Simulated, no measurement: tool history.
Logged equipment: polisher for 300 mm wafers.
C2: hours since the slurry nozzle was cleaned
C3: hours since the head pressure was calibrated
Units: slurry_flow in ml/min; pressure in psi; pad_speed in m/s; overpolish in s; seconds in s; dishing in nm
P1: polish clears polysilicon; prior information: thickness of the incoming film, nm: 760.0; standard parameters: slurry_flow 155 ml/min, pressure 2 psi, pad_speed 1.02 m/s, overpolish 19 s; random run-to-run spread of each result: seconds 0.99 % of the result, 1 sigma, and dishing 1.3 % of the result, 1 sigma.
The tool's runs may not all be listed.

run 1 day=0.454 | slurry_flow=155 pressure=2 pad_speed=1.02 overpolish=19 | wafers_polished_on_this_pad=208 C2=290.7 C3=445.9 | seconds=79.235 dishing=54.955
run 2 day=0.842 | slurry_flow=155 pressure=2 pad_speed=1.02 overpolish=32 | wafers_polished_on_this_pad=281 C2=300 C3=455.2 | seconds=77.021 dishing=55.269
run 3 day=1.196 | slurry_flow=155 pressure=2.9 pad_speed=1.02 overpolish=19 | wafers_polished_on_this_pad=347 C2=308.5 C3=463.7 | seconds=53.568 dishing=56.605
run 4 day=1.633 | slurry_flow=155 pressure=2 pad_speed=1.36 overpolish=19 | wafers_polished_on_this_pad=429 C2=319 C3=474.2 | seconds=58.4 dishing=56.252
run 5 day=2.238 | slurry_flow=155 pressure=2 pad_speed=1.02 overpolish=19 | wafers_polished_on_this_pad=541 C2=333.5 C3=488.7 | seconds=77.944 dishing=53.959
run 6 day=2.771 | slurry_flow=95 pressure=2 pad_speed=1.02 overpolish=19 | wafers_polished_on_this_pad=641 C2=346.3 C3=501.5 | seconds=87.898 dishing=53.164
run 7 day=3.321 | slurry_flow=155 pressure=0.9 pad_speed=1.02 overpolish=19 | wafers_polished_on_this_pad=744 C2=359.5 C3=514.7 | seconds=174.71 dishing=43.945
run 8 day=3.621 | slurry_flow=155 pressure=2 pad_speed=1.02 overpolish=6 | wafers_polished_on_this_pad=800 C2=366.7 C3=521.9 | seconds=76.626 dishing=36.792
run 9 day=4.188 | slurry_flow=215 pressure=2 pad_speed=1.02 overpolish=19 | wafers_polished_on_this_pad=906 C2=380.3 C3=535.5 | seconds=74.152 dishing=54.444
run 10 day=4.612 | slurry_flow=95 pressure=2 pad_speed=0.58 overpolish=19 | wafers_polished_on_this_pad=985 C2=390.5 C3=545.7 | seconds=155.42 dishing=45.674
run 11 day=5.083 | slurry_flow=155 pressure=2 pad_speed=0.46 overpolish=19 | wafers_polished_on_this_pad=1073 C2=401.8 C3=557 | seconds=172.09 dishing=44.056
run 12 day=5.567 | slurry_flow=155 pressure=2 pad_speed=1.02 overpolish=19 | wafers_polished_on_this_pad=1163 C2=413.4 C3=568.6 | seconds=77.826 dishing=53.081
run 13 day=6.054 | slurry_flow=210 pressure=2.9 pad_speed=1.02 overpolish=19 | wafers_polished_on_this_pad=1254 C2=425.1 C3=580.3 | seconds=52.186 dishing=54.775
run 14 day=6.571 | slurry_flow=155 pressure=3 pad_speed=1.02 overpolish=6 | wafers_polished_on_this_pad=1351 C2=437.5 C3=592.7 | seconds=51.045 dishing=45.016
run 15 day=7.121 | slurry_flow=155 pressure=2 pad_speed=1.02 overpolish=19 | wafers_polished_on_this_pad=1453 C2=450.7 C3=605.9 | seconds=77.279 dishing=53.357
run 16 day=7.733 | slurry_flow=155 pressure=2 pad_speed=1.02 overpolish=19 | wafers_polished_on_this_pad=1568 C2=465.4 C3=620.6 | seconds=78.404 dishing=53.086
run 17 day=8.271 | slurry_flow=155 pressure=2 pad_speed=1.02 overpolish=19 | wafers_polished_on_this_pad=1668 C2=478.3 C3=633.5 | seconds=78.727 dishing=56.196
run 18 day=8.862 | slurry_flow=155 pressure=2 pad_speed=1.02 overpolish=19 | wafers_polished_on_this_pad=1779 C2=492.5 C3=647.7 | seconds=81.544 dishing=54.627
run 19 day=9.375 | slurry_flow=155 pressure=2 pad_speed=1.02 overpolish=19 | wafers_polished_on_this_pad=1874 C2=504.8 C3=660 | seconds=81.489 dishing=54.038
run 20 day=9.754 | slurry_flow=155 pressure=2 pad_speed=1.02 overpolish=19 | wafers_polished_on_this_pad=1945 C2=513.9 C3=669.1 | seconds=84.62 dishing=54.241
run 21 day=10.396 | slurry_flow=155 pressure=2 pad_speed=1.02 overpolish=19 | wafers_polished_on_this_pad=2065 C2=529.3 C3=684.5 | seconds=85.434 dishing=54.316
run 22 day=10.921 | slurry_flow=155 pressure=2 pad_speed=1.02 overpolish=19 | wafers_polished_on_this_pad=2163 C2=541.9 C3=697.1 | seconds=83.972 dishing=53.462
-- day=11.121 head pressure recalibrated
run 23 day=11.271 | slurry_flow=155 pressure=2 pad_speed=1.02 overpolish=19 | wafers_polished_on_this_pad=2228 C2=550.3 C3=3.7 | seconds=84.101 dishing=53.665
run 24 day=11.554 | slurry_flow=155 pressure=2 pad_speed=1.02 overpolish=19 | wafers_polished_on_this_pad=2281 C2=557.1 C3=10.5 | seconds=85.411 dishing=54.396
run 25 day=11.862 | slurry_flow=155 pressure=2 pad_speed=1.02 overpolish=19 | wafers_polished_on_this_pad=2339 C2=564.5 C3=17.9 | seconds=86.283 dishing=53.432

Run 26 has not been measured yet. What should we expect?
run 26 day=12.404 | slurry_flow=155 pressure=2 pad_speed=1.02 overpolish=19 | wafers_polished_on_this_pad=2440 C2=577.5 C3=30.9 | seconds=? dishing=?

{"run 26": {"seconds": 84.535, "dishing": 53.205}}
